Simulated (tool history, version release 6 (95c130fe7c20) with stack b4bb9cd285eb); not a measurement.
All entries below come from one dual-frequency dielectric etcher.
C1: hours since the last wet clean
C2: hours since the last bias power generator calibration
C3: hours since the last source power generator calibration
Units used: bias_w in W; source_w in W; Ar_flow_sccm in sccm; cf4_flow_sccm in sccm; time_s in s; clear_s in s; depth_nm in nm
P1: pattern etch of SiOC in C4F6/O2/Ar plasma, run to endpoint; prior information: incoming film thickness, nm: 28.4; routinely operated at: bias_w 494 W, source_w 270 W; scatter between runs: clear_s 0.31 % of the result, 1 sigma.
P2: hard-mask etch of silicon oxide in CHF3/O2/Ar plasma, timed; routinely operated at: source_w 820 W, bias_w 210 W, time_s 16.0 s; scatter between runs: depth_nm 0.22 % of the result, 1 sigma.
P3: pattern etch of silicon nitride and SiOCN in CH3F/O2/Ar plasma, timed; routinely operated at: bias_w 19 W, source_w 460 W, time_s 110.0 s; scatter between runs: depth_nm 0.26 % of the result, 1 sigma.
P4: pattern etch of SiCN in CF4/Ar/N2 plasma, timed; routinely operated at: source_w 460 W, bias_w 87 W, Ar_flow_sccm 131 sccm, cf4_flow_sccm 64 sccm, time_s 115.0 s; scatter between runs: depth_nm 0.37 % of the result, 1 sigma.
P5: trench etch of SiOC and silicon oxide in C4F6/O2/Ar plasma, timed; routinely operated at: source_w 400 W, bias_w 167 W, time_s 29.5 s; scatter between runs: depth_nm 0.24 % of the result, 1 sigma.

run 1 day=0.433 | process=P1 bias_w=494 source_w=270 | C1=285.7 C2=847.9 C3=2898.8 | clear_s=11.489
run 2 day=0.867 | process=P4 bias_w=87 source_w=650 Ar_flow_sccm=131 cf4_flow_sccm=64 time_s=115.0 | C1=296.1 C2=858.3 C3=2909.2 | depth_nm=139.510
run 3 day=1.162 | process=P1 bias_w=303 source_w=270 | C1=303.2 C2=865.4 C3=2916.3 | clear_s=13.718
run 4 day=1.683 | process=P3 bias_w=19 source_w=460 time_s=110.0 | C1=315.7 C2=877.9 C3=2928.8 | depth_nm=14.697
run 5 day=2.146 | process=P4 bias_w=87 source_w=460 Ar_flow_sccm=131 cf4_flow_sccm=64 time_s=143.5 | C1=326.8 C2=889.0 C3=2939.9 | depth_nm=127.690
run 6 day=2.654 | process=P2 bias_w=210 source_w=1020 time_s=16.0 | C1=339.0 C2=901.2 C3=2952.1 | depth_nm=39.216
run 7 day=2.967 | process=P1 bias_w=357 source_w=320 | C1=346.5 C2=908.7 C3=2959.6 | clear_s=12.152
run 8 day=3.433 | process=P1 bias_w=494 source_w=170 | C1=357.7 C2=919.9 C3=2970.8 | clear_s=13.603
run 9 day=3.896 | process=P5 bias_w=237 source_w=400 time_s=29.5 | C1=368.8 C2=931.0 C3=2981.9 | depth_nm=62.651
run 10 day=4.154 | process=P3 bias_w=14 source_w=460 time_s=110.0 | C1=375.0 C2=937.2 C3=2988.1 | depth_nm=12.941
run 11 day=4.446 | process=P5 bias_w=167 source_w=400 time_s=39.5 | C1=382.0 C2=944.2 C3=2995.1 | depth_nm=75.344
run 12 day=5.000 | process=P4 bias_w=87 source_w=460 Ar_flow_sccm=131 cf4_flow_sccm=42 time_s=115.0 | C1=395.3 C2=957.5 C3=3008.4 | depth_nm=96.122
run 13 day=5.567 | process=P2 bias_w=210 source_w=820 time_s=16.0 | C1=408.9 C2=971.1 C3=3022.0 | depth_nm=36.109
run 14 day=6.108 | process=P4 bias_w=87 source_w=460 Ar_flow_sccm=167 cf4_flow_sccm=64 time_s=115.0 | C1=421.9 C2=984.1 C3=3035.0 | depth_nm=99.121
run 15 day=6.538 | process=P1 bias_w=494 source_w=270 | C1=432.2 C2=994.4 C3=3045.3 | clear_s=11.483
run 16 day=7.000 | process=P3 bias_w=19 source_w=460 time_s=153.5 | C1=443.3 C2=1005.5 C3=3056.4 | depth_nm=20.518
run 17 day=7.567 | process=P5 bias_w=167 source_w=240 time_s=29.5 | C1=456.9 C2=1019.1 C3=3070.0 | depth_nm=46.147
run 18 day=7.962 | process=P1 bias_w=494 source_w=360 | C1=466.4 C2=1028.6 C3=3079.5 | clear_s=10.326
run 19 day=8.238 | process=P2 bias_w=255 source_w=820 time_s=16.0 | C1=473.0 C2=1035.2 C3=3086.1 | depth_nm=38.648
run 20 day=8.771 | process=P3 bias_w=19 source_w=460 time_s=110.0 | C1=485.8 C2=1048.0 C3=3098.9 | depth_nm=14.693
run 21 day=9.342 | process=P1 bias_w=662 source_w=270 | C1=499.5 C2=1061.7 C3=3112.6 | clear_s=10.251
run 22 day=9.721 | process=P2 bias_w=210 source_w=820 time_s=24.0 | C1=508.6 C2=1070.8 C3=3121.7 | depth_nm=54.539
run 23 day=10.242 | process=P4 bias_w=87 source_w=460 Ar_flow_sccm=131 cf4_flow_sccm=64 time_s=115.0 | C1=521.1 C2=1083.3 C3=3134.2 | depth_nm=102.730
run 24 day=10.571 | process=P3 bias_w=19 source_w=270 time_s=110.0 | C1=529.0 C2=1091.2 C3=3142.1 | depth_nm=12.190
run 25 day=10.925 | process=P5 bias_w=167 source_w=400 time_s=29.5 | C1=537.5 C2=1099.7 C3=3150.6 | depth_nm=56.290
run 26 day=11.208 | process=P1 bias_w=494 source_w=270 | C1=544.3 C2=1106.5 C3=3157.4 | clear_s=11.467
run 27 day=11.679 | process=P1 bias_w=494 source_w=270 | C1=555.6 C2=1117.8 C3=3168.7 | clear_s=11.473
run 28 day=12.038 | process=P2 bias_w=210 source_w=820 time_s=16.0 | C1=564.2 C2=1126.4 C3=3177.3 | depth_nm=36.127
run 29 day=12.508 | process=P1 bias_w=494 source_w=270 | C1=575.5 C2=1137.7 C3=3188.6 | clear_s=11.530
run 30 day=13.008 | process=P1 bias_w=494 source_w=270 | C1=587.5 C2=1149.7 C3=3200.6 | clear_s=11.454
run 31 day=13.379 | process=P4 bias_w=67 source_w=460 Ar_flow_sccm=131 cf4_flow_sccm=64 time_s=115.0 | C1=596.4 C2=1158.6 C3=3209.5 | depth_nm=92.504
run 32 day=13.671 | process=P1 bias_w=494 source_w=270 | C1=603.4 C2=1165.6 C3=3216.5 | clear_s=11.546
run 33 day=14.012 | process=P1 bias_w=494 source_w=270 | C1=611.6 C2=1173.8 C3=3224.7 | clear_s=11.393
run 34 day=14.354 | process=P1 bias_w=494 source_w=270 | C1=619.8 C2=1182.0 C3=3232.9 | clear_s=11.366
run 35 day=14.888 | process=P1 bias_w=494 source_w=270 | C1=632.6 C2=1194.8 C3=3245.7 | clear_s=11.319
run 36 day=15.262 | process=P1 bias_w=494 source_w=270 | C1=641.6 C2=1203.8 C3=3254.7 | clear_s=11.276
run 37 day=15.583 | process=P1 bias_w=494 source_w=270 | C1=649.3 C2=1211.5 C3=3262.4 | clear_s=11.329
run 38 day=15.979 | process=P1 bias_w=494 source_w=270 | C1=658.8 C2=1221.0 C3=3271.9 | clear_s=11.231
-- day=16.100 wet clean of the chamber
run 39 day=16.258 | process=P1 bias_w=494 source_w=270 | C1=3.8 C2=1227.7 C3=3278.6 | clear_s=11.359
run 40 day=16.712 | process=P1 bias_w=494 source_w=270 | C1=14.7 C2=1238.6 C3=3289.5 | clear_s=11.299
run 41 day=17.138 | process=P1 bias_w=494 source_w=270 | C1=24.9 C2=1248.8 C3=3299.7 | clear_s=11.315
run 42 day=17.542 | process=P1 bias_w=494 source_w=270 | C1=34.6 C2=1258.5 C3=3309.4 | clear_s=11.247

The output of P1 has drifted from where it used to be. Each of the 2 causes below, taken at the size shown beside it, accounts for the log equally well:
A: source power that arrives over what is set, % = 4.82
B: bias power that arrives over what is set, % = 4.64
The creep began at about day 13.671.
Why every other cause is out:
chamber walls in a state that raises the etch rate, %: serviced at day 16.100, which brought nothing back

Which of the 4 check runs listed below, each an average over 2 wafers with its results shown as question marks, gives clearly different results under the different listed causes?
run check 1 day=17.946 | process=P2 bias_w=210 source_w=1000 time_s=16.0 | depth_nm=?
run check 2 day=17.946 | process=P4 bias_w=87 source_w=640 Ar_flow_sccm=131 cf4_flow_sccm=64 time_s=115.0 | depth_nm=?
run check 3 day=17.946 | process=P5 bias_w=221 source_w=250 time_s=29.5 | depth_nm=?
run check 4 day=17.946 | process=P3 bias_w=19 source_w=310 time_s=110.0 | depth_nm=?

Expected result of each check under each candidate cause:
check=check_1 result=depth_nm if_A=39.757 if_B=39.646
check=check_2 result=depth_nm if_A=142.820 if_B=139.420
check=check_3 result=depth_nm if_A=52.320 if_B=52.193
check=check_4 result=depth_nm if_A=12.984 if_B=13.031
Distance between the nearest two causes, measured in the result of the check that separates them most: check 1 0.28 %; check 2 2.41 %; check 3 0.24 %; check 4 0.36 %
Only check 2 tells the causes apart: in the others they would give nearly the same result.

Here is what check 2 returned: depth_nm 142.960 nm. Which cause is it?

The correct cause is A, namely: source power that arrives over what is set, %.
